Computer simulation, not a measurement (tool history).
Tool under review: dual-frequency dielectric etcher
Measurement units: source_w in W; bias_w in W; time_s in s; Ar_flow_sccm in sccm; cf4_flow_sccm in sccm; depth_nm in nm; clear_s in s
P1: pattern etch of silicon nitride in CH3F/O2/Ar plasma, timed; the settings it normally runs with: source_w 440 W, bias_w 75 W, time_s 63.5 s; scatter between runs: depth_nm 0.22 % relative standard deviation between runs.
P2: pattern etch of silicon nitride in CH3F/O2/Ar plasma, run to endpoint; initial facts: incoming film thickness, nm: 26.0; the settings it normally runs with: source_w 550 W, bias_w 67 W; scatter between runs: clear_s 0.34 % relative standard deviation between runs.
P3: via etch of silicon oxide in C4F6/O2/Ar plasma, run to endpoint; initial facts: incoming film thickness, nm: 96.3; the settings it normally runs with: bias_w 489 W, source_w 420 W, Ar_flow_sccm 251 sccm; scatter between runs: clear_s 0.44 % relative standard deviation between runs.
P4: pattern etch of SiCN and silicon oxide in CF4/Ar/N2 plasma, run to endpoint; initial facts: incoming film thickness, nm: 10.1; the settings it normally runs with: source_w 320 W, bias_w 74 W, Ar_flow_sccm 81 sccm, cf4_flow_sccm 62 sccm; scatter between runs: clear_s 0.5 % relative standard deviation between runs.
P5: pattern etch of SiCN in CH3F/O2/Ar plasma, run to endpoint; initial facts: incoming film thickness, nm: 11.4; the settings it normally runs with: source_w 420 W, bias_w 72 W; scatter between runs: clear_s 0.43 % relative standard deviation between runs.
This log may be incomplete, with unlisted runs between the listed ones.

| run | day | process | source_w | bias_w | time_s | Ar_flow_sccm | cf4_flow_sccm | hours since the last wet clean | hours since the last source power generator calibration | hours since the last bias power generator calibration | depth_nm | clear_s |
|---|---|---|---|---|---|---|---|---|---|---|---|---|
| 1 | 0.283 | P1 | 440 | 75 | 63.5 |  |  | 482.7 | 1979.6 | 2571.8 | 47.892 |  |
| 2 | 0.658 | P4 | 320 | 74 |  | 81 | 76 | 491.7 | 1988.6 | 2580.8 |  | 15.312 |
| 3 | 0.850 | P5 | 420 | 51 |  |  |  | 496.3 | 1993.2 | 2585.4 |  | 33.870 |
| 4 | 1.188 | P1 | 440 | 75 | 63.5 |  |  | 504.4 | 2001.3 | 2593.5 | 47.927 |  |
| 5 | 1.442 | P3 | 420 | 489 |  | 251 |  | 510.5 | 2007.4 | 2599.6 |  | 20.536 |
| 6 | 1.850 | P4 | 320 | 74 |  | 81 | 62 | 520.3 | 2017.2 | 2609.4 |  | 15.637 |
| 7 | 2.100 | P1 | 540 | 75 | 63.5 |  |  | 526.3 | 2023.2 | 2615.4 | 51.855 |  |
| 8 | 2.504 | P1 | 440 | 75 | 88.0 |  |  | 536.0 | 2032.9 | 2625.1 | 66.303 |  |
| 9 | 2.838 | P2 | 360 | 67 |  |  |  | 544.0 | 2040.9 | 2633.1 |  | 39.986 |
| 10 | 3.025 | P1 | 440 | 75 | 63.5 |  |  | 548.5 | 2045.4 | 2637.6 | 47.802 |  |
| 11 | 3.329 | P4 | 320 | 74 |  | 60 | 62 | 555.8 | 2052.7 | 2644.9 |  | 15.181 |
| 12 | 3.679 | P1 | 440 | 75 | 63.5 |  |  | 564.2 | 2061.1 | 2653.3 | 47.991 |  |
| 13 | 3.896 | P1 | 260 | 75 | 63.5 |  |  | 569.4 | 2066.3 | 2658.5 | 39.363 |  |
| 14 | 4.108 | P1 | 570 | 58 | 63.5 |  |  | 574.5 | 2071.4 | 2663.6 | 48.701 |  |
| 15 | 4.438 | P5 | 420 | 72 |  |  |  | 582.4 | 2079.3 | 2671.5 |  | 30.140 |
| 16 | 4.825 | P1 | 440 | 99 | 63.5 |  |  | 591.7 | 2088.6 | 2680.8 | 52.847 |  |
| 17 | 5.129 | P1 | 440 | 75 | 63.5 |  |  | 599.0 | 2095.9 | 2688.1 | 47.836 |  |
| 18 | 5.362 | P1 | 520 | 75 | 49.5 |  |  | 604.6 | 2101.5 | 2693.7 | 39.695 |  |
| 19 | 5.704 | P1 | 440 | 75 | 39.5 |  |  | 612.8 | 2109.7 | 2701.9 | 29.854 |  |
| 20 | 6.092 | P2 | 550 | 39 |  |  |  | 622.1 | 2119.0 | 2711.2 |  | 40.288 |
| 21 | 6.500 | P4 | 320 | 74 |  | 81 | 62 | 631.9 | 2128.8 | 2721.0 |  | 15.690 |
| 22 | 6.892 | P1 | 440 | 75 | 63.5 |  |  | 641.3 | 2138.2 | 2730.4 | 47.702 |  |
| 23 | 7.188 | P3 | 420 | 642 |  | 251 |  | 648.4 | 2145.3 | 2737.5 |  | 18.489 |
| 24 | 7.367 | P4 | 320 | 98 |  | 81 | 62 | 652.7 | 2149.6 | 2741.8 |  | 14.059 |
| 25 | 7.621 | P2 | 550 | 67 |  |  |  | 658.8 | 2155.7 | 2747.9 |  | 34.141 |
| 26 | 7.800 | P1 | 440 | 52 | 63.5 |  |  | 663.1 | 2160.0 | 2752.2 | 42.425 |  |
| 27 | 8.104 | P4 | 430 | 74 |  | 81 | 62 | 670.4 | 2167.3 | 2759.5 |  | 12.060 |
| 28 | 8.429 | P5 | 510 | 72 |  |  |  | 678.2 | 2175.1 | 2767.3 |  | 27.836 |
| 29 | 8.617 | P3 | 520 | 489 |  | 251 |  | 682.7 | 2179.6 | 2771.8 |  | 18.924 |
| 30 | 9.025 | P3 | 420 | 489 |  | 149 |  | 692.5 | 2189.4 | 2781.6 |  | 19.331 |

Expected results for the next run?
| 31 | 9.221 | P1 | 440 | 75 | 63.5 |  |  | 697.2 | 2194.1 | 2786.3 | ? |  |

Run 31 yielded depth_nm 47.902 nm.
